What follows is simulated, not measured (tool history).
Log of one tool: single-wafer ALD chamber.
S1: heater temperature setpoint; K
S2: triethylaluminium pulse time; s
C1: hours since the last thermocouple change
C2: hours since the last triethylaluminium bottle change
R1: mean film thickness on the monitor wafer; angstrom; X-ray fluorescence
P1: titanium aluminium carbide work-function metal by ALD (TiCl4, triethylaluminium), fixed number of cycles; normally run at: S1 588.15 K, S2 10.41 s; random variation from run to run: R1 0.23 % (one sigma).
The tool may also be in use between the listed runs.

run    day      S1     S2      C1      C2      R1
  1  0.279  588.15  10.41  2077.7  1140.8  21.193
  2  0.758  588.15   4.01  2089.2  1152.3  16.280
  3  1.046  573.15  10.41  2096.1  1159.2  19.857
     1.379  -- triethylaluminium bottle replaced
  4  1.596  564.15   5.75  2109.3     5.2  16.983
  5  2.167  611.15  10.41  2123.0    18.9  23.225
  6  2.458  588.15  10.41  2130.0    25.9  21.286
  7  2.738  588.15  10.41  2136.7    32.6  21.213
  8  3.312  588.15  10.41  2150.5    46.4  21.135
  9  3.762  588.15  10.41  2161.3    57.2  21.194
 10  4.142  588.15  10.41  2170.4    66.3  21.238
 11  4.508  588.15  16.88  2179.2    75.1  21.674
 12  4.875  588.15  10.41  2188.0    83.9  21.221
 13  5.292  588.15  10.41  2198.0    93.9  20.969

Run 14 comes next. What will it give?
 14  5.633  588.15  10.41  2206.2  102.1   ?

{"run 14": {"R1": 20.957}}

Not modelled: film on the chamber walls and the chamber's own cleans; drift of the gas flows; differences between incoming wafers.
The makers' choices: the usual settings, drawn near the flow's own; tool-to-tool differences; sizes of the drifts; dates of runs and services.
